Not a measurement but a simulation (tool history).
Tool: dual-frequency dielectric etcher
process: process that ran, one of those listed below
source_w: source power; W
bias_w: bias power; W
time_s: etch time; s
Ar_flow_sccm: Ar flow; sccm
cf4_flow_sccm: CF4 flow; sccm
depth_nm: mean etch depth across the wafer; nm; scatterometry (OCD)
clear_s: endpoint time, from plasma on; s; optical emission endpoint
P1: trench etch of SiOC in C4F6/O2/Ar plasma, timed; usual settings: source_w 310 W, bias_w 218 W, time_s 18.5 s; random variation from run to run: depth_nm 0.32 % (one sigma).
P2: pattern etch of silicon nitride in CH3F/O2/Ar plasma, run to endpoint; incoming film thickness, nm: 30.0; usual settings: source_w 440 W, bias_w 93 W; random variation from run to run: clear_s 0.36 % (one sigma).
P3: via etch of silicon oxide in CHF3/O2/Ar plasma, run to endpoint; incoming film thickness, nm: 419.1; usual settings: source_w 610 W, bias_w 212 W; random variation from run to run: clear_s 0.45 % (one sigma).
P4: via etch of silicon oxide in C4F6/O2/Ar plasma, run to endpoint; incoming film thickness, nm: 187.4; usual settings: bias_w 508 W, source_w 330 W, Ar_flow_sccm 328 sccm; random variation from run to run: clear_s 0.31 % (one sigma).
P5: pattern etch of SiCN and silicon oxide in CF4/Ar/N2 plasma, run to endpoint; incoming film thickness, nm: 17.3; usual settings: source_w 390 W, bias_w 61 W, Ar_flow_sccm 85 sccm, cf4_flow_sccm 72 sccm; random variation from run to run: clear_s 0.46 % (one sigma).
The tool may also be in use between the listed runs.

run	hour	process	source_w	bias_w	time_s	Ar_flow_sccm	cf4_flow_sccm	hours since the last wet clean	hours since the last source power generator calibration	hours since the last bias power generator calibration	depth_nm	clear_s
1	6.4	P1	310	218	18.5			334.0	2102.1	1739.1	36.455	
2	15.0	P1	310	218	18.5			342.6	2110.7	1747.7	36.197	
3	24.8	P1	310	166	13.5			352.4	2120.5	1757.5	24.306	
4	34.8	P1	310	218	18.5			362.4	2130.5	1767.5	36.344	
5	40.6	P4	450	508		328		368.2	2136.3	1773.3		38.377
6	49.8	P4	330	363		328		377.4	2145.5	1782.5		49.034
7	57.3	P4	330	508		203		384.9	2153.0	1790.0		40.835
8	67.5	P2	310	93				395.1	2163.2	1800.2		43.967
9	78.2	P1	310	218	18.5			405.8	2173.9	1810.9	36.378	
10	85.6	P1	310	218	18.5			413.2	2181.3	1818.3	36.162	
11	95.8	P5	280	61		85	72	423.4	2191.5	1828.5		32.205
12	106.9	P1	310	273	18.5			434.5	2202.6	1839.6	39.235	
13	113.1	P1	400	158	18.5			440.7	2208.8	1845.8	36.232	
14	120.9	P2	440	93				448.5	2216.6	1853.6		38.479
15	127.5	P1	400	218	18.5			455.1	2223.2	1860.2	39.995	
16	138.6	P1	200	218	25.5			466.2	2234.3	1871.3	42.293	
17	149.6	P1	310	218	24.0			477.2	2245.3	1882.3	47.163	
18	155.2	P2	440	59				482.8	2250.9	1887.9		44.812
19	163.5	P2	440	93				491.1	2259.2	1896.2		38.561
20	172.6	P1	310	135	18.5			500.2	2268.3	1905.3	31.023	
21	182.0	P3	610	212				509.6	2277.7	1914.7		200.050
22	189.2	P4	330	508		328		516.8	2284.9	1921.9		43.118
23	198.1	P3	610	212				525.7	2293.8	1930.8		198.770
24	205.9	P3	840	212				533.5	2301.6	1938.6		176.630
25	212.8	P5	390	61		85	72	540.4	2308.5	1945.5		23.975
26	218.2	P5	390	38		85	72	545.8	2313.9	1950.9		27.422
27	224.8	P1	310	218	12.0			552.4	2320.5	1957.5	23.540	
28	234.3	P3	610	292				561.9	2330.0	1967.0		178.740
29	245.3	P1	210	218	18.5			572.9	2341.0	1978.0	31.303	
30	253.2	P5	390	61		85	98	580.8	2348.9	1985.9		22.695
31	261.8	P5	390	61		107	72	589.4	2357.5	1994.5		24.551
32	272.3	P1	310	218	18.5			599.9	2368.0	2005.0	36.562	
33	277.8	P1	310	218	18.5			605.4	2373.5	2010.5	36.509	
34	286.8	P1	310	218	18.5			614.4	2382.5	2019.5	36.784	
35	298.2	P1	310	218	18.5			625.8	2393.9	2030.9	36.563	
36	306.3	P1	310	218	18.5			633.9	2402.0	2039.0	36.739	
# hour 310.4: wet clean of the chamber
37	314.1	P1	310	218	18.5			3.8	2409.8	2046.8	36.780	
38	319.8	P1	310	218	18.5			9.5	2415.5	2052.5	36.849	
39	328.7	P1	310	218	18.5			18.4	2424.4	2061.4	36.879	
40	338.6	P1	310	218	18.5			28.3	2434.3	2071.3	36.874	
41	350.1	P1	310	218	18.5			39.8	2445.8	2082.8	37.051	

What P1 gives has crept away from where it was. These 2 causes fit the log equally well, each at the size given:
A: bias power that arrives over what is set, % = 4.95
B: source power that arrives over what is set, % = 4.33
The creep began at about hour 272.3.
Why every other cause is out:
chamber walls in a state that raises the etch rate, %: serviced at hour 310.4, which brought nothing back

4 check runs are offered, each on 3 wafers whose results are averaged, their results left as question marks. Which one tells the causes apart?
check 1	361.6	P4	450	508		236						?
check 2	361.6	P2	340	64								?
check 3	361.6	P5	390	61		101	72					?
check 4	361.6	P3	740	281								?

What each check would give under each cause:
check	result	if A	if B
check 1	clear_s	36.489	36.577
check 2	clear_s	47.663	47.676
check 3	clear_s	24.025	23.512
check 4	clear_s	165.480	165.740
How far apart the two closest causes lie, in the result that separates them most: check 1 0.24 %; check 2 0.03 %; check 3 2.16 %; check 4 0.16 %
Only check 3 tells the causes apart: in the others they would give nearly the same result.

Check 3 was then run and gave: clear_s 23.921 s. Which cause is it?

It is A: bias power that arrives over what is set, %.
